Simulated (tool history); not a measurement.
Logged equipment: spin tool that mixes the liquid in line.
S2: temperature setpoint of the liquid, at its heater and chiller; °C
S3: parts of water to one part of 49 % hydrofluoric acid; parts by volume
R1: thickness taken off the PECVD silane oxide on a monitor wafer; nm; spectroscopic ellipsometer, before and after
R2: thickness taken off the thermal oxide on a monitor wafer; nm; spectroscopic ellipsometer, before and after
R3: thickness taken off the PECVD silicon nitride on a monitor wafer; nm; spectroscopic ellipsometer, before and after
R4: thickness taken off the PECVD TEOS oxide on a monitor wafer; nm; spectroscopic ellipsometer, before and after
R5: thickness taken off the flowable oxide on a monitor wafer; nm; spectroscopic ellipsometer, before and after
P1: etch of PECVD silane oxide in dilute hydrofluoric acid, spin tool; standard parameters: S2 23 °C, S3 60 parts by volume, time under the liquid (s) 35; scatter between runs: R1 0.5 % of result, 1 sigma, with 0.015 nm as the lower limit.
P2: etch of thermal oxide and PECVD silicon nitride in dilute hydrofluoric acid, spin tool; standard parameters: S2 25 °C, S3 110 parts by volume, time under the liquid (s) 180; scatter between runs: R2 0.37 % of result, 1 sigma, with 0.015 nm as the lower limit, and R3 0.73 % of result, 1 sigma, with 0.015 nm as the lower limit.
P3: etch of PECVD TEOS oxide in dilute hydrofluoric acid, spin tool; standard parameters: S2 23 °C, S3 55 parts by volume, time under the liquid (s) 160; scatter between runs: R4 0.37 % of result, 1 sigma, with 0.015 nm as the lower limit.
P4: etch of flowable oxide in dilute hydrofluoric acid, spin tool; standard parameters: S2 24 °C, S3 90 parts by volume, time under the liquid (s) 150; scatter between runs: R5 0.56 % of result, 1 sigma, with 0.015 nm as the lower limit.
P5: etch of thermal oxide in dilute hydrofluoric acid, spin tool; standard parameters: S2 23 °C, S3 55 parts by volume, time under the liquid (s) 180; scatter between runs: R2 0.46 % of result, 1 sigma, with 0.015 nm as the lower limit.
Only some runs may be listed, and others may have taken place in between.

run 1 hour=3.2 | process_that_ran=P1 S2=23 S3=60 time_under_the_liquid_(s)=35 | R1=14.235
run 2 hour=9.4 | process_that_ran=P2 S2=25 S3=110 time_under_the_liquid_(s)=275 | R2=12.653 R3=4.8953
run 3 hour=15.1 | process_that_ran=P1 S2=23 S3=95 time_under_the_liquid_(s)=60 | R1=14.94
run 4 hour=20.5 | process_that_ran=P3 S2=23 S3=90 time_under_the_liquid_(s)=160 | R4=24.891
run 5 hour=26.5 | process_that_ran=P1 S2=23 S3=60 time_under_the_liquid_(s)=35 | R1=14.386
run 6 hour=31.6 | process_that_ran=P4 S2=24 S3=150 time_under_the_liquid_(s)=150 | R5=31.425
run 7 hour=35 | process_that_ran=P1 S2=28 S3=60 time_under_the_liquid_(s)=15 | R1=7.5529
-- hour=36.3 thermometer replaced
run 8 hour=39.1 | process_that_ran=P5 S2=23 S3=55 time_under_the_liquid_(s)=180 | R2=15.606
run 9 hour=44.3 | process_that_ran=P2 S2=29 S3=110 time_under_the_liquid_(s)=180 | R2=9.7177 R3=4.179
run 10 hour=50 | process_that_ran=P3 S2=23 S3=55 time_under_the_liquid_(s)=305 | R4=81.518
run 11 hour=55.2 | process_that_ran=P1 S2=23 S3=60 time_under_the_liquid_(s)=35 | R1=14.396
run 12 hour=58.8 | process_that_ran=P4 S2=32 S3=90 time_under_the_liquid_(s)=150 | R5=76.27
run 13 hour=63.1 | process_that_ran=P1 S2=23 S3=60 time_under_the_liquid_(s)=35 | R1=14.287
run 14 hour=66.2 | process_that_ran=P1 S2=23 S3=85 time_under_the_liquid_(s)=35 | R1=9.7901
run 15 hour=70.1 | process_that_ran=P4 S2=24 S3=90 time_under_the_liquid_(s)=150 | R5=55.968
run 16 hour=72.9 | process_that_ran=P3 S2=23 S3=55 time_under_the_liquid_(s)=160 | R4=43.017
run 17 hour=77 | process_that_ran=P5 S2=23 S3=20 time_under_the_liquid_(s)=180 | R2=44.667
run 18 hour=81.3 | process_that_ran=P4 S2=24 S3=90 time_under_the_liquid_(s)=15 | R5=5.6012
run 19 hour=84.6 | process_that_ran=P3 S2=17 S3=55 time_under_the_liquid_(s)=160 | R4=33.221

Expected results for the next run?
run 20 hour=89.1 | process_that_ran=P5 S2=29 S3=55 time_under_the_liquid_(s)=180 | R2=?

{"run 20": {"R2": 19.78}}
